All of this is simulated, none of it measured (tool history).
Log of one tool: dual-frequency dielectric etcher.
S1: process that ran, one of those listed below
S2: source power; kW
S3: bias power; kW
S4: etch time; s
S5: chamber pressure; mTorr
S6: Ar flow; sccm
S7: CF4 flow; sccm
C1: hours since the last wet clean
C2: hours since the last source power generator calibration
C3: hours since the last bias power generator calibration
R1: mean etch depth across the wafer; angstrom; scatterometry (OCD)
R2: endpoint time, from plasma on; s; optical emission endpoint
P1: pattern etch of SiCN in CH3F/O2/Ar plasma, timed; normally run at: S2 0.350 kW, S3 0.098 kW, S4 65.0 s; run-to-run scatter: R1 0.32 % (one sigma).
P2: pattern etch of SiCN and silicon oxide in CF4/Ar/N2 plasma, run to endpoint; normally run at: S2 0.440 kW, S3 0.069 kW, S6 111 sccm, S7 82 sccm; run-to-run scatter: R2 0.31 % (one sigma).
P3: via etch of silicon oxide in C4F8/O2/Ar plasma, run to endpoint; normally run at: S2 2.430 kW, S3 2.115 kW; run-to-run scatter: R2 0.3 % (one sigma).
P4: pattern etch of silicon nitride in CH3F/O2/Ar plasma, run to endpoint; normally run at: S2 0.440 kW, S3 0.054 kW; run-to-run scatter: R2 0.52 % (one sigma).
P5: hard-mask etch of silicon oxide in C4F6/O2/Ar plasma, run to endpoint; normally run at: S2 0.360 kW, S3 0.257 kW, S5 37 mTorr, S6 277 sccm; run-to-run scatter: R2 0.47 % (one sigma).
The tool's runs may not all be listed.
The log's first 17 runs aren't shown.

run 18 hour=177.9 | S1=P2 S2=0.440 S3=0.069 S6=111 S7=82 | C1=547.7 C2=933.4 C3=2921.2 | R2=13.790
run 19 hour=188.5 | S1=P1 S2=0.350 S3=0.098 S4=65.0 | C1=558.3 C2=944.0 C3=2931.8 | R1=264.34
run 20 hour=196.2 | S1=P1 S2=0.350 S3=0.098 S4=65.0 | C1=566.0 C2=951.7 C3=2939.5 | R1=261.47
run 21 hour=202.6 | S1=P1 S2=0.350 S3=0.098 S4=96.5 | C1=572.4 C2=958.1 C3=2945.9 | R1=386.45
run 22 hour=212.9 | S1=P2 S2=0.330 S3=0.069 S6=111 S7=82 | C1=582.7 C2=968.4 C3=2956.2 | R2=17.908
run 23 hour=227.4 | S1=P1 S2=0.470 S3=0.098 S4=83.0 | C1=597.2 C2=982.9 C3=2970.7 | R1=372.88
run 24 hour=240.6 | S1=P2 S2=0.440 S3=0.069 S6=111 S7=82 | C1=610.4 C2=996.1 C3=2983.9 | R2=13.812
-- hour=254.6 wet clean of the chamber
run 25 hour=254.6 | S1=P4 S2=0.440 S3=0.065 | C1=0.1 C2=1010.1 C3=2997.9 | R2=60.621
run 26 hour=268.9 | S1=P1 S2=0.350 S3=0.098 S4=65.0 | C1=14.4 C2=1024.4 C3=3012.2 | R1=261.60
run 27 hour=276.2 | S1=P5 S2=0.360 S3=0.257 S5=37 S6=277 | C1=21.7 C2=1031.7 C3=3019.5 | R2=58.245
run 28 hour=284.3 | S1=P1 S2=0.350 S3=0.098 S4=48.5 | C1=29.8 C2=1039.8 C3=3027.6 | R1=195.63
run 29 hour=299.0 | S1=P1 S2=0.350 S3=0.117 S4=65.0 | C1=44.5 C2=1054.5 C3=3042.3 | R1=279.78
run 30 hour=306.8 | S1=P5 S2=0.360 S3=0.257 S5=52 S6=277 | C1=52.3 C2=1062.3 C3=3050.1 | R2=61.492
run 31 hour=315.8 | S1=P3 S2=2.430 S3=2.115 | C1=61.3 C2=1071.3 C3=3059.1 | R2=370.910
run 32 hour=322.7 | S1=P5 S2=0.360 S3=0.184 S5=37 S6=277 | C1=68.2 C2=1078.2 C3=3066.0 | R2=65.686

Run 33 comes next. What will it give?
run 33 hour=336.1 | S1=P1 S2=0.350 S3=0.098 S4=65.0 | C1=81.6 C2=1091.6 C3=3079.4 | R1=?

R1: 262.69 angstrom
